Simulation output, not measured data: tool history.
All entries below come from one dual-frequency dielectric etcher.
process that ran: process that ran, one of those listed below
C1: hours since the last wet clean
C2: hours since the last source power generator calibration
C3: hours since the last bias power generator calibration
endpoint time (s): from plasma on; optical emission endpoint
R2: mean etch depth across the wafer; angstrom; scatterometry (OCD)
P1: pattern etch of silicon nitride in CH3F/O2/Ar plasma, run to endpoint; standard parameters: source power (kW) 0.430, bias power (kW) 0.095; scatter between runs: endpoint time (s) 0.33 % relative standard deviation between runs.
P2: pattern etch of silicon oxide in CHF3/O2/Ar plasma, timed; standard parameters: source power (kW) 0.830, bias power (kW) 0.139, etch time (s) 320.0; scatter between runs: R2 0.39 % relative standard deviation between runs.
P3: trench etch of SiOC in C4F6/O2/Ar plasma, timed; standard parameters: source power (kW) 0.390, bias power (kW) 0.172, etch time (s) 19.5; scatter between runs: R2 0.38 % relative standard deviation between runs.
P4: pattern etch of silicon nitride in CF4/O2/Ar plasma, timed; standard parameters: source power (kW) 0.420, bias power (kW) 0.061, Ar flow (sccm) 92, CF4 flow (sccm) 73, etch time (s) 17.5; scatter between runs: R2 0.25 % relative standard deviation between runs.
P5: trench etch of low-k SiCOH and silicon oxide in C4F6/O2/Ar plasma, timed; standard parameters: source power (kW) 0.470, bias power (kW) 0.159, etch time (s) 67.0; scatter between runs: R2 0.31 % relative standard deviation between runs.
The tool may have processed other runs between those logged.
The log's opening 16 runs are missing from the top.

{"run": 17, "day": 5.746, "process that ran": "P3", "source power (kW)": 0.39, "bias power (kW)": 0.172, "etch time (s)": 19.5, "C1": 239.1, "C2": 2893.3, "C3": 72.6, "R2": 398.27}
{"run": 18, "day": 6.075, "process that ran": "P1", "source power (kW)": 0.43, "bias power (kW)": 0.095, "C1": 247.0, "C2": 2901.2, "C3": 80.5, "endpoint time (s)": 42.991}
{"run": 19, "day": 6.375, "process that ran": "P1", "source power (kW)": 0.43, "bias power (kW)": 0.095, "C1": 254.2, "C2": 2908.4, "C3": 87.7, "endpoint time (s)": 43.163}
{"run": 20, "day": 6.588, "process that ran": "P1", "source power (kW)": 0.34, "bias power (kW)": 0.068, "C1": 259.3, "C2": 2913.5, "C3": 92.8, "endpoint time (s)": 52.922}
{"run": 21, "day": 7.021, "process that ran": "P3", "source power (kW)": 0.39, "bias power (kW)": 0.172, "etch time (s)": 19.5, "C1": 269.7, "C2": 2923.9, "C3": 103.2, "R2": 394.36}
{"run": 22, "day": 7.342, "process that ran": "P4", "source power (kW)": 0.42, "bias power (kW)": 0.061, "etch time (s)": 24.5, "Ar flow (sccm)": 92, "CF4 flow (sccm)": 73, "C1": 277.4, "C2": 2931.6, "C3": 110.9, "R2": 422.6}
{"run": 23, "day": 7.646, "process that ran": "P4", "source power (kW)": 0.42, "bias power (kW)": 0.061, "etch time (s)": 17.5, "Ar flow (sccm)": 92, "CF4 flow (sccm)": 73, "C1": 284.7, "C2": 2938.9, "C3": 118.2, "R2": 301.19}
{"run": 24, "day": 7.933, "process that ran": "P1", "source power (kW)": 0.43, "bias power (kW)": 0.095, "C1": 291.6, "C2": 2945.8, "C3": 125.1, "endpoint time (s)": 43.226}
{"run": 25, "day": 8.146, "process that ran": "P2", "source power (kW)": 0.5, "bias power (kW)": 0.139, "etch time (s)": 320.0, "C1": 296.7, "C2": 2950.9, "C3": 130.2, "R2": 5396.8}
{"run": 26, "day": 8.571, "process that ran": "P4", "source power (kW)": 0.31, "bias power (kW)": 0.061, "etch time (s)": 17.5, "Ar flow (sccm)": 92, "CF4 flow (sccm)": 73, "C1": 306.9, "C2": 2961.1, "C3": 140.4, "R2": 233.37}
{"run": 27, "day": 8.833, "process that ran": "P4", "source power (kW)": 0.42, "bias power (kW)": 0.061, "etch time (s)": 17.5, "Ar flow (sccm)": 125, "CF4 flow (sccm)": 73, "C1": 313.2, "C2": 2967.4, "C3": 146.7, "R2": 288.95}
{"run": 28, "day": 9.154, "process that ran": "P2", "source power (kW)": 0.83, "bias power (kW)": 0.085, "etch time (s)": 320.0, "C1": 320.9, "C2": 2975.1, "C3": 154.4, "R2": 5776.6}
{"run": 29, "day": 9.475, "process that ran": "P2", "source power (kW)": 0.83, "bias power (kW)": 0.139, "etch time (s)": 320.0, "C1": 328.6, "C2": 2982.8, "C3": 162.1, "R2": 6610.3}
{"run": 30, "day": 9.921, "process that ran": "P2", "source power (kW)": 0.83, "bias power (kW)": 0.139, "etch time (s)": 194.5, "C1": 339.3, "C2": 2993.5, "C3": 172.8, "R2": 4040.8}
{"run": 31, "day": 10.262, "process that ran": "P5", "source power (kW)": 0.47, "bias power (kW)": 0.191, "etch time (s)": 67.0, "C1": 347.5, "C2": 3001.7, "C3": 181.0, "R2": 2397.5}
{"run": 32, "day": 10.554, "process that ran": "P1", "source power (kW)": 0.43, "bias power (kW)": 0.095, "C1": 354.5, "C2": 3008.7, "C3": 188.0, "endpoint time (s)": 43.089}
{"run": 33, "day": 10.908, "process that ran": "P1", "source power (kW)": 0.43, "bias power (kW)": 0.095, "C1": 363.0, "C2": 3017.2, "C3": 196.5, "endpoint time (s)": 42.916}
{"run": 34, "day": 11.117, "process that ran": "P1", "source power (kW)": 0.43, "bias power (kW)": 0.095, "C1": 368.0, "C2": 3022.2, "C3": 201.5, "endpoint time (s)": 42.72}
{"run": 35, "day": 11.383, "process that ran": "P1", "source power (kW)": 0.43, "bias power (kW)": 0.095, "C1": 374.4, "C2": 3028.6, "C3": 207.9, "endpoint time (s)": 42.535}
{"run": 36, "day": 11.667, "process that ran": "P1", "source power (kW)": 0.43, "bias power (kW)": 0.095, "C1": 381.2, "C2": 3035.4, "C3": 214.7, "endpoint time (s)": 42.472}
{"run": 37, "day": 11.954, "process that ran": "P1", "source power (kW)": 0.43, "bias power (kW)": 0.095, "C1": 388.1, "C2": 3042.3, "C3": 221.6, "endpoint time (s)": 42.408}

What does the tool deliver on the next run?
{"run": 38, "day": 12.304, "process that ran": "P1", "source power (kW)": 0.43, "bias power (kW)": 0.095, "C1": 396.5, "C2": 3050.7, "C3": 230.0, "endpoint time (s)": "?"}

endpoint time (s): 42.670
